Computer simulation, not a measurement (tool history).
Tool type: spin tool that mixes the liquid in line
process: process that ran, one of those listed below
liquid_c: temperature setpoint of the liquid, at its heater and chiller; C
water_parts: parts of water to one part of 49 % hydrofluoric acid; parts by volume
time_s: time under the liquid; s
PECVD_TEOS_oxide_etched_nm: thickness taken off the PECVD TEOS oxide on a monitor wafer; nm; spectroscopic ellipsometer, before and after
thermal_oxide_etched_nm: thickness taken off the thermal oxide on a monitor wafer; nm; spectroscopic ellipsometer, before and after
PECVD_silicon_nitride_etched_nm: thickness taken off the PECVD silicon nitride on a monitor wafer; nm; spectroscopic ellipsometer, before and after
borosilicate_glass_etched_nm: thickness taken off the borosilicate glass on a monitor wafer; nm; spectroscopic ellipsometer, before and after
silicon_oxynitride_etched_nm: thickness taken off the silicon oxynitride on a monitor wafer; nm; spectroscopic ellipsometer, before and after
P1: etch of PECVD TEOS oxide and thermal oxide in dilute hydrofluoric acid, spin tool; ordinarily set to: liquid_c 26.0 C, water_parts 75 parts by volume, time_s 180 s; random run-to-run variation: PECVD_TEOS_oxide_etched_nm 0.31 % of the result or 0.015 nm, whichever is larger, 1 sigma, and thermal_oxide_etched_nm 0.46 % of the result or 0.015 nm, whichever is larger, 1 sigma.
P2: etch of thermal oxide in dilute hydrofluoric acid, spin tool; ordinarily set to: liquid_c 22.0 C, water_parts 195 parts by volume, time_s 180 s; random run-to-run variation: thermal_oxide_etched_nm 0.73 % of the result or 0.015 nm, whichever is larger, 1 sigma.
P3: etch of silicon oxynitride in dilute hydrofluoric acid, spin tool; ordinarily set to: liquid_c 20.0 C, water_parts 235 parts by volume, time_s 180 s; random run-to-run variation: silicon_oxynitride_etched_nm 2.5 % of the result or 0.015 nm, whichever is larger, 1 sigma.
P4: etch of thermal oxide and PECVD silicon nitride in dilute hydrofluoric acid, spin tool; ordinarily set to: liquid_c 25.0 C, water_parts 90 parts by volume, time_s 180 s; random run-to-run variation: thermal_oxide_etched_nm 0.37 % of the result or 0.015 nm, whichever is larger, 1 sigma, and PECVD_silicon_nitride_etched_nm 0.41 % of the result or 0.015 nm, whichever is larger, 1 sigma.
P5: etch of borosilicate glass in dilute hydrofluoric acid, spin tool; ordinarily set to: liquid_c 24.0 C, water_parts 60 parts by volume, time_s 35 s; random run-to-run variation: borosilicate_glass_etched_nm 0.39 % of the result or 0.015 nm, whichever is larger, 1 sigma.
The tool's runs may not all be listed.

run   hour  process  liquid_c  water_parts  time_s  hours since the thermometer was replaced  hours since the hydrofluoric acid flow meter was replaced  PECVD_TEOS_oxide_etched_nm  thermal_oxide_etched_nm  PECVD_silicon_nitride_etched_nm  borosilicate_glass_etched_nm  silicon_oxynitride_etched_nm
  1    7.8       P1      26.0           75     180                                     460.4                                                      410.9                     33.0290                  12.8550
  2   14.3       P4      25.0           90     180                                     466.9                                                      417.4                                              10.1320                          12.0200
  3   17.7       P1      26.0           30     180                                     470.3                                                      420.8                     87.1600                  34.1160
  4   22.2       P2      22.0          195     180                                     474.8                                                      425.3                                               3.5853
  5   29.0       P5      24.0           60      60                                     481.6                                                      432.1                                                                                                              44.769
  6   35.3       P3      20.0           80     180                                     487.9                                                      438.4                                                                                                                                           2.81430
  7   41.0       P5      24.0           60      35                                     493.6                                                      444.1                                                                                                              26.196
  8   47.6       P4      25.0           50     180                                     500.2                                                      450.7                                              19.1060                          21.4460
  9   54.4       P4      30.5           90     180                                     507.0                                                      457.5                                              12.3930                          16.9980
 10   59.4       P1      26.0           75     180                                     512.0                                                      462.5                     32.8660                  12.8690
 11   62.8       P3      20.0          235     360                                     515.4                                                      465.9                                                                                                                                           1.71790
 12   66.7       P1      26.0           75     295                                     519.3                                                      469.8                     53.4680                  21.0330
 13   72.4       P1      32.5           75      15                                     525.0                                                      475.5                      3.5689                   1.3938
 14   76.5       P2      22.0          195     265                                     529.1                                                      479.6                                               5.2165
 15   82.1       P5      17.0           60      35                                     534.7                                                      485.2                                                                                                              19.635
 16   86.3       P3      20.0          235     180                                     538.9                                                      489.4                                                                                                                                           0.94363
 17   90.2       P4      25.0           90      35                                     542.8                                                      493.3                                               1.9508                           2.3482
 18   95.6       P1      26.0           75     180                                     548.2                                                      498.7                     32.9410                  12.8160
 19  102.1       P1      21.0           75     180                                     554.7                                                      505.2                     26.9090                  10.5270
 20  107.1       P1      34.0           75     180                                     559.7                                                      510.2                     44.5440                  17.4320
 21  113.9       P3      17.0          235     180                                     566.5                                                      517.0                                                                                                                                           0.80826
 22  121.0       P1      26.0           75     180                                     573.6                                                      524.1                     33.0290                  12.9020
 23  128.7       P4      25.0           90     180                                     581.3                                                      531.8                                              10.0730                          11.9340
 24  134.6       P2      22.0           40     180                                     587.2                                                      537.7                                              20.6540
 25  141.4       P1      26.0           75     180                                     594.0                                                      544.5                     32.6750                  12.8560
 26  147.5       P1      26.0           75     180                                     600.1                                                      550.6                     32.7240                  12.8360
 27  154.4       P1      30.0           75      25                                     607.0                                                      557.5                      5.3265                   2.0915
 28  158.5       P2      27.5          195     180                                     611.1                                                      561.6                                               4.3268
 29  165.9       P5      24.0           35      35                                     618.5                                                      569.0                                                                                                              46.166
 30  171.4       P1      26.0          135     180                                     624.0                                                      574.5                     16.9390                   6.5954
 31  176.6       P1      26.0           75      45                                     629.2                                                      579.7                      8.1826                   3.2083
 32  181.4       P1      26.0           75     180                                     634.0                                                      584.5                     32.7580                  12.8440
 33  185.2       P1      26.0           75     180                                     637.8                                                      588.3                     32.2350                  12.6160
 34  192.8       P1      26.0           75     180                                     645.4                                                      595.9                     31.3350                  12.3060
 35  197.0       P1      26.0           75     180                                     649.6                                                      600.1                     30.9580                  12.1320
 36  201.8       P1      26.0           75     180                                     654.4                                                      604.9                     30.8950                  12.2010
 37  208.8       P1      26.0           75     180                                     661.4                                                      611.9                     30.6620                  11.9390
 38  214.3       P1      26.0           75     180                                     666.9                                                      617.4                     30.6000                  11.9590
 39  217.9       P1      26.0           75     180                                     670.5                                                      621.0                     30.4980                  11.8570
 40  222.4       P1      26.0           75     180                                     675.0                                                      625.5                     30.3860                  12.0190
 41  226.3       P1      26.0           75     180                                     678.9                                                      629.4                     30.4530                  12.0120

The output of P1 has drifted from where it used to be. Each of the 2 causes below, taken at the size shown beside it, accounts for the log equally well:
A: hydrofluoric acid flow below the setpoint (%) = 6.45
B: liquid colder than its thermometer reads (K) = 1.85
The process output started creeping at around hour 181.4.

The check runs listed below each take one wafer, and their results are still question marks. Under which run would the listed causes lead to clearly different results?
check 1  230.2       P5      19.0           60      35                                                                                                                                                                                                                        ?
check 2  230.2       P2      22.0           40     180                                                                                                                                                         ?
check 3  230.2       P3      20.0          160     180                                                                                                                                                                                                                                                      ?
check 4  230.2       P4      25.0           90      75                                                                                                                                                         ?                                ?

Check results expected under each cause:
  check                           result     if A     if B
check 1     borosilicate_glass_etched_nm   19.696   19.543
check 2          thermal_oxide_etched_nm  19.3860  19.2260
check 3     silicon_oxynitride_etched_nm  1.26440  1.24640
check 4          thermal_oxide_etched_nm   3.9019   3.9051
check 4  PECVD_silicon_nitride_etched_nm   4.6620   4.4065
How far apart the two closest causes lie, in the result that separates them most: check 1 0.78 %; check 2 0.83 %; check 3 1.43 %; check 4 5.64 %
Only in check 4 would the causes give clearly different results; in the remaining checks their results would be nearly the same.

Check 4 has now been run. It gave: thermal_oxide_etched_nm 3.9155 nm; PECVD_silicon_nitride_etched_nm 4.6956 nm. Which of the candidate causes is it?

A is the cause: hydrofluoric acid flow below the setpoint (%).

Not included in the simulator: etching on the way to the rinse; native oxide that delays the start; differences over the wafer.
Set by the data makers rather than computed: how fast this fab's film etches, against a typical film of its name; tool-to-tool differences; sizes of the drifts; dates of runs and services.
